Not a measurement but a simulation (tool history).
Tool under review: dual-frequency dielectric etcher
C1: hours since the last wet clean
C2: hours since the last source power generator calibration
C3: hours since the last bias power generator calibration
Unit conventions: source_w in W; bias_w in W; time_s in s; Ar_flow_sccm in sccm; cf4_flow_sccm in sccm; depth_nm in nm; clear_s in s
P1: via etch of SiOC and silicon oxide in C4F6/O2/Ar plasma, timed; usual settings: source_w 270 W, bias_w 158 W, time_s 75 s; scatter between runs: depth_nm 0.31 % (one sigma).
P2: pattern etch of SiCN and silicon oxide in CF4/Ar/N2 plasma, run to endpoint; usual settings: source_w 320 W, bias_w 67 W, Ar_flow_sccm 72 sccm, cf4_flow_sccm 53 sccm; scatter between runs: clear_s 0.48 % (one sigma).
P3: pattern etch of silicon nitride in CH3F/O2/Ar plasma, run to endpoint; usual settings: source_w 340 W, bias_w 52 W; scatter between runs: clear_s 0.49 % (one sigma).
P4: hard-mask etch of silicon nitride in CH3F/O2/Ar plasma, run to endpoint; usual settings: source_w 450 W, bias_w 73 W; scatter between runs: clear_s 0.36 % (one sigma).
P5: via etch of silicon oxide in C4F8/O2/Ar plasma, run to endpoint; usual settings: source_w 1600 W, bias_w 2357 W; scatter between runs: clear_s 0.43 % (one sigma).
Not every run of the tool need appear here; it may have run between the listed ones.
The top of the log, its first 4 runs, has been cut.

{"run": 5, "hour": 35.2, "process": "P1", "source_w": 270, "bias_w": 122, "time_s": 75, "C1": 152.2, "C2": 1406.6, "C3": 2310.9, "depth_nm": 63.681}
{"run": 6, "hour": 42.9, "process": "P1", "source_w": 270, "bias_w": 195, "time_s": 75, "C1": 159.9, "C2": 1414.3, "C3": 2318.6, "depth_nm": 73.059}
{"run": 7, "hour": 50.2, "process": "P1", "source_w": 360, "bias_w": 158, "time_s": 75, "C1": 167.2, "C2": 1421.6, "C3": 2325.9, "depth_nm": 76.826}
{"run": 8, "hour": 57.4, "process": "P5", "source_w": 1600, "bias_w": 2357, "C1": 174.4, "C2": 1428.8, "C3": 2333.1, "clear_s": 185.9}
{"run": 9, "hour": 62.5, "process": "P3", "source_w": 340, "bias_w": 71, "C1": 179.5, "C2": 1433.9, "C3": 2338.2, "clear_s": 81.213}
{"run": 10, "hour": 68.8, "process": "P2", "source_w": 320, "bias_w": 67, "Ar_flow_sccm": 72, "cf4_flow_sccm": 53, "C1": 185.8, "C2": 1440.2, "C3": 2344.5, "clear_s": 16.443}
{"run": 11, "hour": 77.8, "process": "P4", "source_w": 450, "bias_w": 73, "C1": 194.8, "C2": 1449.2, "C3": 2353.5, "clear_s": 46.791}
{"run": 12, "hour": 86.5, "process": "P3", "source_w": 340, "bias_w": 52, "C1": 203.5, "C2": 1457.9, "C3": 2362.2, "clear_s": 89.591}
{"run": 13, "hour": 95.8, "process": "P2", "source_w": 440, "bias_w": 67, "Ar_flow_sccm": 72, "cf4_flow_sccm": 53, "C1": 212.8, "C2": 1467.2, "C3": 2371.5, "clear_s": 12.29}
{"run": 14, "hour": 105.2, "process": "P2", "source_w": 320, "bias_w": 67, "Ar_flow_sccm": 72, "cf4_flow_sccm": 71, "C1": 222.2, "C2": 1476.6, "C3": 2380.9, "clear_s": 15.714}
{"run": 15, "hour": 110.7, "process": "P1", "source_w": 270, "bias_w": 158, "time_s": 75, "C1": 227.7, "C2": 1482.1, "C3": 2386.4, "depth_nm": 68.392}
{"run": 16, "hour": 116.3, "process": "P2", "source_w": 320, "bias_w": 67, "Ar_flow_sccm": 72, "cf4_flow_sccm": 53, "C1": 233.3, "C2": 1487.7, "C3": 2392, "clear_s": 16.425}
{"run": 17, "hour": 124.8, "process": "P4", "source_w": 450, "bias_w": 73, "C1": 241.8, "C2": 1496.2, "C3": 2400.5, "clear_s": 46.568}
{"run": 18, "hour": 129.0, "process": "P1", "source_w": 270, "bias_w": 158, "time_s": 75, "C1": 246, "C2": 1500.4, "C3": 2404.7, "depth_nm": 68.484}
{"run": 19, "hour": 134.8, "process": "P4", "source_w": 450, "bias_w": 45, "C1": 251.8, "C2": 1506.2, "C3": 2410.5, "clear_s": 54.325}
{"run": 20, "hour": 139.6, "process": "P1", "source_w": 270, "bias_w": 119, "time_s": 101.5, "C1": 256.6, "C2": 1511, "C3": 2415.3, "depth_nm": 85.001}
{"run": 21, "hour": 146.5, "process": "P1", "source_w": 270, "bias_w": 158, "time_s": 75, "C1": 263.5, "C2": 1517.9, "C3": 2422.2, "depth_nm": 68.672}
{"run": 22, "hour": 152.7, "process": "P1", "source_w": 270, "bias_w": 158, "time_s": 75, "C1": 269.7, "C2": 1524.1, "C3": 2428.4, "depth_nm": 68.781}
{"run": 23, "hour": 159.8, "process": "P5", "source_w": 960, "bias_w": 2357, "C1": 276.8, "C2": 1531.2, "C3": 2435.5, "clear_s": 225.09}
{"run": 24, "hour": 164.3, "process": "P2", "source_w": 320, "bias_w": 67, "Ar_flow_sccm": 42, "cf4_flow_sccm": 53, "C1": 281.3, "C2": 1535.7, "C3": 2440, "clear_s": 15.22}
{"run": 25, "hour": 171.6, "process": "P5", "source_w": 1600, "bias_w": 2357, "C1": 288.6, "C2": 1543, "C3": 2447.3, "clear_s": 184.44}
{"run": 26, "hour": 180.8, "process": "P1", "source_w": 200, "bias_w": 158, "time_s": 49.5, "C1": 297.8, "C2": 1552.2, "C3": 2456.5, "depth_nm": 40.28}
{"run": 27, "hour": 186.9, "process": "P1", "source_w": 190, "bias_w": 158, "time_s": 75, "C1": 303.9, "C2": 1558.3, "C3": 2462.6, "depth_nm": 60.131}

What does the tool deliver on the next run?
{"run": 28, "hour": 192.1, "process": "P5", "source_w": 1600, "bias_w": 3309, "C1": 309.1, "C2": 1563.5, "C3": 2467.8, "clear_s": "?"}

{"run 28": {"clear_s": 165.58}}
